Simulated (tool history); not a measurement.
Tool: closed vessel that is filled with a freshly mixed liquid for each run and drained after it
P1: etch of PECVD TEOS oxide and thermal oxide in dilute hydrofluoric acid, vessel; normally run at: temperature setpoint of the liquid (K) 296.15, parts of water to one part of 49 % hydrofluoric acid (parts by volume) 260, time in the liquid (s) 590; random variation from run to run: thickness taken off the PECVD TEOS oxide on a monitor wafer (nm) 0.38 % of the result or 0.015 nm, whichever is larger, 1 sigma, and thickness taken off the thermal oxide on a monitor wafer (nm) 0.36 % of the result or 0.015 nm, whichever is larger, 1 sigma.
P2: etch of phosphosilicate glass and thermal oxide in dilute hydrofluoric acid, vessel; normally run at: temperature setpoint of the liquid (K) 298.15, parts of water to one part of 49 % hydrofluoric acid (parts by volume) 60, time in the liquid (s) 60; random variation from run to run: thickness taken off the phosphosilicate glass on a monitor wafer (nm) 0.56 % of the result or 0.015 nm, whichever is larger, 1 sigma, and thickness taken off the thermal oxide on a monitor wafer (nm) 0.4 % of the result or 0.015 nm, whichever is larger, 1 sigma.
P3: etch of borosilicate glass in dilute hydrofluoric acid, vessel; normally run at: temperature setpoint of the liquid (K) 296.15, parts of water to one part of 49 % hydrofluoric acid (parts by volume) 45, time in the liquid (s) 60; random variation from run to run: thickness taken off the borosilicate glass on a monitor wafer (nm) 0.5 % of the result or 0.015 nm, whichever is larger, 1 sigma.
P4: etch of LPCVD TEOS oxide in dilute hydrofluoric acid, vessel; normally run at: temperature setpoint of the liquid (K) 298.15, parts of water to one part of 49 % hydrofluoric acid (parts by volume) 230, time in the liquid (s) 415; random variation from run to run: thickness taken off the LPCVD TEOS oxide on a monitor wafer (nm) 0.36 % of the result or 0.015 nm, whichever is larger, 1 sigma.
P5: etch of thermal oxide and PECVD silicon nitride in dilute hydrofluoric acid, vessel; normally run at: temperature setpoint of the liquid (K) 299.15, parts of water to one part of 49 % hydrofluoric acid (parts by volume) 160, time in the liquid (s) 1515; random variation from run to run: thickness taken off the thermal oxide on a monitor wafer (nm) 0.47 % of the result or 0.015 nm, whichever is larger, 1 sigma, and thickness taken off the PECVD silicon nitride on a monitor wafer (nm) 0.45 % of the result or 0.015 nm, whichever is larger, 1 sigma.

run    day  process that ran  temperature setpoint of the liquid (K)  parts of water to one part of 49 % hydrofluoric acid (parts by volume)  time in the liquid (s)  hours since the thermometer was replaced  hours since the hydrofluoric acid flow meter was replaced  thickness taken off the PECVD TEOS oxide on a monitor wafer (nm)  thickness taken off the thermal oxide on a monitor wafer (nm)  thickness taken off the PECVD silicon nitride on a monitor wafer (nm)  thickness taken off the LPCVD TEOS oxide on a monitor wafer (nm)  thickness taken off the phosphosilicate glass on a monitor wafer (nm)  thickness taken off the borosilicate glass on a monitor wafer (nm)
  1  0.500                P1                                  296.15                                                                     260                     590                                     686.2                                                      930.9                                                            21.968                                                         8.7642
  2  0.771                P5                                  299.15                                                                      25                    1515                                     692.7                                                      937.4                                                                                                                         346.8800                                                                324.090
  3  1.083                P4                                  298.15                                                                     230                     415                                     700.2                                                      944.9                                                                                                                                                                                                                                                                    50.626
  4  1.608                P2                                  298.15                                                                      60                      30                                     712.8                                                      957.5                                                                                                                           2.6310                                                                                                                                                                                                          39.278
  5  2.033                P3                                  296.15                                                                      45                      30                                     723.0                                                      967.7                                                                                                                                                                                                                                                                                                                                                                                                               23.245
  6  2.533                P1                                  296.15                                                                     260                     590                                     735.0                                                      979.7                                                            21.957                                                         8.7806
  7  2.792                P5                                  299.15                                                                     160                    1515                                     741.2                                                      985.9                                                                                                                          45.5700                                                                 51.653
  8  3.312                P1                                  296.15                                                                     260                     590                                     753.7                                                      998.4                                                            21.949                                                         8.7094
  9  3.592                P2                                  298.15                                                                     110                      60                                     760.4                                                     1005.1                                                                                                                           2.7112                                                                                                                                                                                                          40.686
 10  3.854                P1                                  290.15                                                                     260                     590                                     766.7                                                     1011.4                                                            17.545                                                         7.0332
 11  4.308                P2                                  292.15                                                                      60                      60                                     777.6                                                     1022.3                                                                                                                           4.1575                                                                                                                                                                                                          61.799
 12  4.750                P4                                  304.65                                                                     230                     415                                     788.2                                                     1032.9                                                                                                                                                                                                                                                                    62.955
 13  5.317                P1                                  296.15                                                                     260                     590                                     801.8                                                     1046.5                                                            22.036                                                         8.8087
 14  5.679                P1                                  296.15                                                                     365                     590                                     810.5                                                     1055.2                                                            14.043                                                         5.6360
 15  6.133                P5                                  299.15                                                                     160                    1515                                     821.4                                                     1066.1                                                                                                                          45.7120                                                                 52.345
 16  6.462                P4                                  298.15                                                                     230                     810                                     829.3                                                     1074.0                                                                                                                                                                                                                                                                    98.207
 17  6.979                P4                                  298.15                                                                     350                     415                                     841.7                                                     1086.4                                                                                                                                                                                                                                                                    29.563
 18  7.546                P1                                  292.15                                                                     375                     590                                     855.3                                                     1100.0                                                            12.004                                                         4.7924
 19  7.842                P1                                  296.15                                                                     260                     330                                     862.4                                                     1107.1                                                            12.286                                                         4.9134
 20  8.150                P3                                  304.15                                                                      45                      60                                     869.8                                                     1114.5                                                                                                                                                                                                                                                                                                                                                                                                               64.988
 21  8.475                P1                                  300.15                                                                     260                     590                                     877.6                                                     1122.3                                                            25.338                                                        10.0420
 22  8.775                P3                                  296.15                                                                      75                      60                                     884.8                                                     1129.5                                                                                                                                                                                                                                                                                                                                                                                                               27.102

Forecast run 23:
 23  9.025                P4                                  298.15                                                                     230                     415                                     890.8                                                     1135.5                                                                                                                                                                                                                                                                         ?

{"run 23": {"thickness taken off the LPCVD TEOS oxide on a monitor wafer (nm)": 50.259}}
